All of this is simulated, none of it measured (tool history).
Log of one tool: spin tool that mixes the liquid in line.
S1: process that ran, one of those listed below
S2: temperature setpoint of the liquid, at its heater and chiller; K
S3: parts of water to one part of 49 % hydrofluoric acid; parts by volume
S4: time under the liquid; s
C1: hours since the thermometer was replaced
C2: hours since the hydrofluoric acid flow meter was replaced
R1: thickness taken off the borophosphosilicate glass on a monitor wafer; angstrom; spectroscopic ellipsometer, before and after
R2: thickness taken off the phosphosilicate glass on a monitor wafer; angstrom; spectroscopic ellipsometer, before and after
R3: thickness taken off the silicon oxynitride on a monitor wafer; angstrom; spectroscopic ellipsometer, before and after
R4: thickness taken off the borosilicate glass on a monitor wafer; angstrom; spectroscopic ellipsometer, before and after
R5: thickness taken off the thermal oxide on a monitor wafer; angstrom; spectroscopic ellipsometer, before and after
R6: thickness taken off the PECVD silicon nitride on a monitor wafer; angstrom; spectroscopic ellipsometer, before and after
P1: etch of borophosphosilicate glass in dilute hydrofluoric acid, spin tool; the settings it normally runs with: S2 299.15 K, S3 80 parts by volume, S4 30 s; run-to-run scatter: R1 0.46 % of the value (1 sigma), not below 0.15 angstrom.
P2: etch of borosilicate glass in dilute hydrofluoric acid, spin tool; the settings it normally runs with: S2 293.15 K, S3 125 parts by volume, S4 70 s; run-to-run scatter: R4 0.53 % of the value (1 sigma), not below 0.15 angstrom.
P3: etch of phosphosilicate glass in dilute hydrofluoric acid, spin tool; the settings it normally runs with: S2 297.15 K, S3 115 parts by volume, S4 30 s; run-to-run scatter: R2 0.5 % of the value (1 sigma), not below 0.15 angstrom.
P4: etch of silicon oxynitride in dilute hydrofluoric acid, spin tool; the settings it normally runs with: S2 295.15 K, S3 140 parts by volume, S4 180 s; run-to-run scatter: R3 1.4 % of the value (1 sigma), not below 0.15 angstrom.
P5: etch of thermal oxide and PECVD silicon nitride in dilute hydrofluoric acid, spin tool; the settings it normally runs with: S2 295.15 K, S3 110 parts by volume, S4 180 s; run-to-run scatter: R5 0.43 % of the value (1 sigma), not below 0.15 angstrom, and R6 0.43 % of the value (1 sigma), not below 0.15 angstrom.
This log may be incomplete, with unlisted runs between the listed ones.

run    day  S1      S2   S3   S4     C1     C2      R1      R2      R3      R4      R5      R6
  1  0.121  P1  299.15   80   30  680.5  148.2  283.96
  2  0.212  P1  305.15   80   30  682.7  150.4  356.52
  3  0.388  P3  297.15  115   15  686.9  154.6          263.61
  4  0.504  P1  299.15  110   30  689.7  157.4  196.05
  5  0.662  P1  299.15   80   15  693.5  161.2  141.12
  6   0.75  P1  299.15   80   50  695.6  163.3  472.65
  7  0.871  P4  295.15  215  180  698.5  166.2                  10.872
  8  1.021  P4  300.15  140  180  702.1  169.8                  21.068
  9  1.154  P1  299.15   80   30  705.3    173  282.91
 10  1.254  P2  293.15  125   70  707.7  175.4                          206.93
 11  1.379  P2  290.15  125   70  710.7  178.4                          181.31
 12  1.475  P3  290.15  115   30    713  180.7           390.4
 13  1.612  P1  299.15   80   30  716.3    184  282.19
 14  1.762  P2  293.15  125  135  719.9  187.6                          400.25
 15  1.879  P4  295.15  140   55  722.7  190.4                  5.5325
 16  1.992  P4  295.15  140  180  725.4  193.1                  17.043
 17  2.129  P1  299.15   80   30  728.7  196.4  284.07
 18  2.312  P1  299.15   80   30  733.1  200.8  282.89
 19  2.446  P1  299.15   25   30  736.3    204  980.21
 20   2.55  P5  295.15  110  180  738.8  206.5                                  68.092  54.784
 21  2.683  P1  303.15  115   30    742  209.7  218.66
 22  2.783  P1  291.15   80   30  744.4  212.1  204.18
 23  2.967  P3  297.15   45   30  748.8  216.5          1455.9
 24  3.138  P3  297.15  115   30  752.9  220.6          523.98
 25  3.262  P1  299.15   40   15  755.9  223.6  298.56
 26  3.379  P5  295.15   45  180  758.7  226.4                                  179.66  131.54

Run 27 has not been measured yet. What should we expect?
 27  3.579  P3  297.15  115  30  763.5  231.2       ?

R2: 521.91 angstrom
